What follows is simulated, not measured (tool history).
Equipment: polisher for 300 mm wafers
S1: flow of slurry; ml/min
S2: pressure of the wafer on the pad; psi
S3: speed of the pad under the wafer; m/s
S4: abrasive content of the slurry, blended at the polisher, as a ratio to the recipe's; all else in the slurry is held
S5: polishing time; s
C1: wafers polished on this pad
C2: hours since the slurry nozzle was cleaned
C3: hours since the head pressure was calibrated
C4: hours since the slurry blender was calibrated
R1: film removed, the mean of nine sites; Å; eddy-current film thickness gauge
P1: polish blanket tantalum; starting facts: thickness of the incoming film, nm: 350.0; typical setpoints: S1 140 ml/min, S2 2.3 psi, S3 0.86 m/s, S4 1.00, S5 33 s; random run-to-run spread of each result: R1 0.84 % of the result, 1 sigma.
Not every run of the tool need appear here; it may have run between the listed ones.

run	day	S1	S2	S3	S4	S5	C1	C2	C3	C4	R1
1	0.367	140	2.3	0.86	1.00	33	324	93.4	162.4	276.2	541.13
2	0.683	140	2.3	0.86	1.00	33	395	101.0	170.0	283.8	534.18
3	1.150	140	2.3	0.40	1.00	33	499	112.2	181.2	295.0	250.70
4	1.450	140	2.3	0.86	1.00	52	566	119.4	188.4	302.2	830.49
5	1.908	140	2.3	0.86	1.00	33	668	130.4	199.4	313.2	540.97
# day 2.000: slurry blender recalibrated
6	2.167	140	2.3	0.86	1.00	33	725	136.6	205.6	4.1	540.01
7	2.412	140	3.1	0.86	1.00	33	780	142.5	211.5	10.0	721.44
# day 2.758: slurry nozzle cleaned
8	2.862	140	1.5	0.86	1.00	33	881	2.5	222.3	20.8	349.11
9	3.096	140	2.3	0.86	1.00	33	933	8.1	227.9	26.4	535.01
10	3.442	140	2.3	0.86	1.35	43	1010	16.4	236.2	34.7	743.43
11	3.688	140	2.3	1.16	1.00	33	1065	22.3	242.1	40.6	727.17
12	4.021	215	2.3	0.86	1.00	20	1139	30.3	250.1	48.6	348.00
13	4.475	200	2.3	0.86	1.00	33	1241	41.2	261.0	59.5	572.60
14	4.738	140	2.3	0.86	1.00	15	1299	47.5	267.3	65.8	242.69
15	5.058	140	2.3	0.86	1.00	33	1371	55.2	275.0	73.5	539.49
16	5.283	140	2.3	0.86	0.55	33	1421	60.6	280.4	78.9	427.78
17	5.533	140	2.3	0.86	1.40	33	1477	66.6	286.4	84.9	579.67
18	5.883	85	2.3	0.86	1.00	33	1555	75.0	294.8	93.3	477.67
19	6.338	140	2.3	0.86	1.00	33	1656	85.9	305.7	104.2	541.10
20	6.592	140	2.3	0.86	1.00	33	1713	92.0	311.8	110.3	519.49
21	6.812	140	2.3	0.86	1.00	33	1762	97.3	317.1	115.6	515.19
22	7.121	140	2.3	0.86	1.00	33	1831	104.7	324.5	123.0	502.96
23	7.329	140	2.3	0.86	1.00	33	1877	109.7	329.5	128.0	497.93
# day 7.492: worn pad replaced by a new one
# day 7.512: head pressure recalibrated
24	7.700	140	2.3	0.86	1.00	33	46	118.6	4.6	136.9	500.01
25	7.938	140	2.3	0.86	1.00	33	99	124.3	10.3	142.6	499.69
26	8.229	140	2.3	0.86	1.00	33	165	131.3	17.3	149.6	495.52
27	8.458	140	2.3	0.86	1.00	33	216	136.8	22.8	155.1	493.20
28	8.792	140	2.3	0.86	1.00	33	290	144.8	30.8	163.1	494.96
29	9.221	140	2.3	0.86	1.00	33	386	155.1	41.1	173.4	492.46

The log shows P1 creeping away from where it was. Any of the 2 causes listed here, at the size stated for it, fits the log just as well as the others:
A: abrasive missing from the slurry, % = 23.6
B: slurry flow missing at the pad, % = 31.9
The drift started at roughly day 6.338.
Other possible causes, and why each is ruled out:
removal rate lost through wear of the pad, %: was serviced at day 7.492, once the creep was under way, yet the earlier output never came back
head's pressure below its setpoint, %: was serviced at day 7.512, once the creep was under way, yet the earlier output never came back

You are offered 4 check runs, listed below with question marks in place of their results; each one averages 2 wafers. Which run separates the listed causes by giving clearly different results for each?
check 1	9.650	85	2.3	1.14	1.00	33					?
check 2	9.650	140	2.3	0.46	1.00	41					?
check 3	9.650	85	2.3	0.86	0.60	33					?
check 4	9.650	140	1.6	0.40	1.00	33					?

What every check run would give for each of its results, assuming each possible cause in turn:
check	result	if A	if B
check 1	R1	582.26	556.36
check 2	R1	327.77	327.78
check 3	R1	357.37	352.56
check 4	R1	159.58	159.59
Per-check spread between the two closest causes, in the result where they differ most: check 1 4.55 %; check 2 0.01 %; check 3 1.36 %; check 4 0.01 %
Of the check runs offered, only check 1 discriminates between the causes; the rest would read about the same regardless of which cause applies.

Running check 1 produced the following: R1 580.46 Å. Which one of the listed causes fits?

It was cause A: abrasive missing from the slurry, %.
